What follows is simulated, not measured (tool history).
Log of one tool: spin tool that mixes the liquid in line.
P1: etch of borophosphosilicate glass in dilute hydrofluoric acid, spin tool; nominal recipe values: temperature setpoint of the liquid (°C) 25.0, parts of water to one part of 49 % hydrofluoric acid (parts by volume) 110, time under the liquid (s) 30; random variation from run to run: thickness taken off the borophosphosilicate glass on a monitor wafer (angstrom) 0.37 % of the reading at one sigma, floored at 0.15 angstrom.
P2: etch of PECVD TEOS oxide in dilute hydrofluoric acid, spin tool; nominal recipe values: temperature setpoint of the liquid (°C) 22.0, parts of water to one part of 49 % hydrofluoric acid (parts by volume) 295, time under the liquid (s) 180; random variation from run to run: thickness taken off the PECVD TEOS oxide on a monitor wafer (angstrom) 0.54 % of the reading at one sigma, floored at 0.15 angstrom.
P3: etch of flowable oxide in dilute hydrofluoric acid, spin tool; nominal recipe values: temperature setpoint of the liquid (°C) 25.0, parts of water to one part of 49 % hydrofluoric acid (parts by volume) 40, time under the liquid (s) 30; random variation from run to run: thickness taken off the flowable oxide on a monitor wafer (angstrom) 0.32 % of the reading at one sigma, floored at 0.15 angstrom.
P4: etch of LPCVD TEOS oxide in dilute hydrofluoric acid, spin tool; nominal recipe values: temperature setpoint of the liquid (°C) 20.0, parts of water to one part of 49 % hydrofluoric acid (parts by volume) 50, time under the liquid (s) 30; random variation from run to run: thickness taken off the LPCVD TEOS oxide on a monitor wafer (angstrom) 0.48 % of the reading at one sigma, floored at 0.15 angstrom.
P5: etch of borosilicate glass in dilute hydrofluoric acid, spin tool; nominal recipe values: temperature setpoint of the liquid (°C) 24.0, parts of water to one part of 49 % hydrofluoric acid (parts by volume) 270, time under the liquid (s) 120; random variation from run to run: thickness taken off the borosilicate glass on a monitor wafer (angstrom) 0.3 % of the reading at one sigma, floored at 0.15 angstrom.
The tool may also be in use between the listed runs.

run   hour  process that ran  temperature setpoint of the liquid (°C)  parts of water to one part of 49 % hydrofluoric acid (parts by volume)  time under the liquid (s)  thickness taken off the borophosphosilicate glass on a monitor wafer (angstrom)  thickness taken off the flowable oxide on a monitor wafer (angstrom)  thickness taken off the PECVD TEOS oxide on a monitor wafer (angstrom)  thickness taken off the borosilicate glass on a monitor wafer (angstrom)  thickness taken off the LPCVD TEOS oxide on a monitor wafer (angstrom)
  1    6.7                P1                                     25.0                                                                     110                         30                                                                          136.970
  2   17.6                P3                                     25.0                                                                      65                         30                                                                                                                                                 290.76
  3   24.0                P1                                     25.0                                                                     110                         65                                                                          298.900
  4   36.1                P1                                     25.0                                                                     110                         30                                                                          136.720
  5   44.9                P1                                     20.5                                                                     110                         15                                                                           57.040
  6   52.2                P1                                     25.0                                                                     110                         30                                                                          137.280
  7   60.2                P2                                     22.0                                                                     295                        180                                                                                                                                                                                                                       101.8600
  8   68.0                P5                                     24.0                                                                     270                         55                                                                                                                                                                                                                                                                                                   61.664
  9   77.9                P1                                     32.5                                                                     110                         30                                                                          182.490
 10   85.9                P2                                     28.5                                                                     295                        180                                                                                                                                                                                                                       127.3000
 11   97.3                P2                                     22.0                                                                     295                         15                                                                                                                                                                                                                         8.3061
 12  109.2                P1                                     25.0                                                                     175                         30                                                                           79.834
 13  120.4                P3                                     25.0                                                                      40                         30                                                                                                                                                 486.27
 14  128.0                P4                                     20.0                                                                      50                         30                                                                                                                                                                                                                                                                                                                                                                           98.688
 15  135.2                P1                                     25.0                                                                     110                         15                                                                           68.475
 16  148.2                P1                                     19.0                                                                     110                         15                                                                           53.781
 17  156.4                P4                                     20.0                                                                      50                         15                                                                                                                                                                                                                                                                                                                                                                           49.763
 18  162.4                P5                                     24.0                                                                     270                        120                                                                                                                                                                                                                                                                                                  134.200
 19  168.5                P4                                     20.0                                                                      75                         30                                                                                                                                                                                                                                                                                                                                                                           63.546
 20  176.8                P1                                     25.0                                                                     190                         15                                                                           36.208
 21  186.5                P3                                     25.0                                                                      40                         15                                                                                                                                                 244.69
 22  194.6                P4                                     20.0                                                                      50                         30                                                                                                                                                                                                                                                                                                                                                                           98.348
 23  201.7                P3                                     31.5                                                                      40                         30                                                                                                                                                 632.84
 24  208.3                P5                                     24.0                                                                      55                        120                                                                                                                                                                                                                                                                                                  845.310
 25  215.8                P2                                     22.0                                                                     540                        180                                                                                                                                                                                                                        44.4040
 26  221.8                P1                                     25.0                                                                     110                         30                                                                          136.760
 27  230.5                P4                                     25.0                                                                      50                         30                                                                                                                                                                                                                                                                                                                                                                          122.180
 28  243.6                P1                                     20.0                                                                     110                         30                                                                          112.470
 29  256.0                P5                                     24.0                                                                     270                        120                                                                                                                                                                                                                                                                                                  134.910
 30  265.7                P5                                     17.0                                                                     270                        120                                                                                                                                                                                                                                                                                                  104.240
 31  278.2                P1                                     25.0                                                                     110                         30                                                                          137.910
 32  289.3                P1                                     25.0                                                                      55                         30                                                                          294.500
 33  296.1                P1                                     25.0                                                                     110                         30                                                                          138.070
 34  308.6                P1                                     25.0                                                                     110                         30                                                                          142.180
 35  320.4                P1                                     25.0                                                                     110                         30                                                                          143.590
 36  327.0                P1                                     25.0                                                                     110                         30                                                                          144.090
 37  340.0                P1                                     25.0                                                                     110                         30                                                                          145.850
 38  352.3                P1                                     25.0                                                                     110                         30                                                                          145.800
 39  360.7                P1                                     25.0                                                                     110                         30                                                                          147.420
 40  371.7                P1                                     25.0                                                                     110                         30                                                                          146.710

P1 no longer gives what it gave before; its output has crept away from where it was. The following 2 causes, each at its listed size, fit the log equally well:
A: hydrofluoric acid flow above the setpoint (%) = 6.07
B: liquid hotter than its thermometer reads (K) = 1.73
At approximately hour 296.1, the process output began to creep.

You are offered 4 check runs, listed below with question marks in place of their results; each one averages 2 wafers. Which run separates the listed causes by giving clearly different results for each?
check 1  382.7                P3                                     31.0                                                                      40                         20                                                                                                                                                      ?
check 2  382.7                P5                                     24.0                                                                     115                        120                                                                                                                                                                                                                                                                                                        ?
check 3  382.7                P2                                     25.5                                                                     500                        180                                                                                                                                                                                                                              ?
check 4  382.7                P4                                     20.0                                                                      75                         30                                                                                                                                                                                                                                                                                                                                                                                ?

If the cause were each of the candidates in turn, the checks would give the following:
  check                                                                    result     if A     if B
check 1      thickness taken off the flowable oxide on a monitor wafer (angstrom)   440.79   442.98
check 2  thickness taken off the borosilicate glass on a monitor wafer (angstrom)  399.650  399.800
check 3    thickness taken off the PECVD TEOS oxide on a monitor wafer (angstrom)  60.4420  58.5740
check 4    thickness taken off the LPCVD TEOS oxide on a monitor wafer (angstrom)   68.382   68.918
How far apart the two closest causes lie, in the result that separates them most: check 1 0.49 %; check 2 0.04 %; check 3 3.14 %; check 4 0.78 %
Check 3 distinguishes between the causes, while the remaining checks would return nearly the same result for all of them.

Check 3 was carried out, with these results: thickness taken off the PECVD TEOS oxide on a monitor wafer (angstrom) 60.5060. Which of the listed causes is responsible?

Of the candidate causes, it is A: hydrofluoric acid flow above the setpoint (%).

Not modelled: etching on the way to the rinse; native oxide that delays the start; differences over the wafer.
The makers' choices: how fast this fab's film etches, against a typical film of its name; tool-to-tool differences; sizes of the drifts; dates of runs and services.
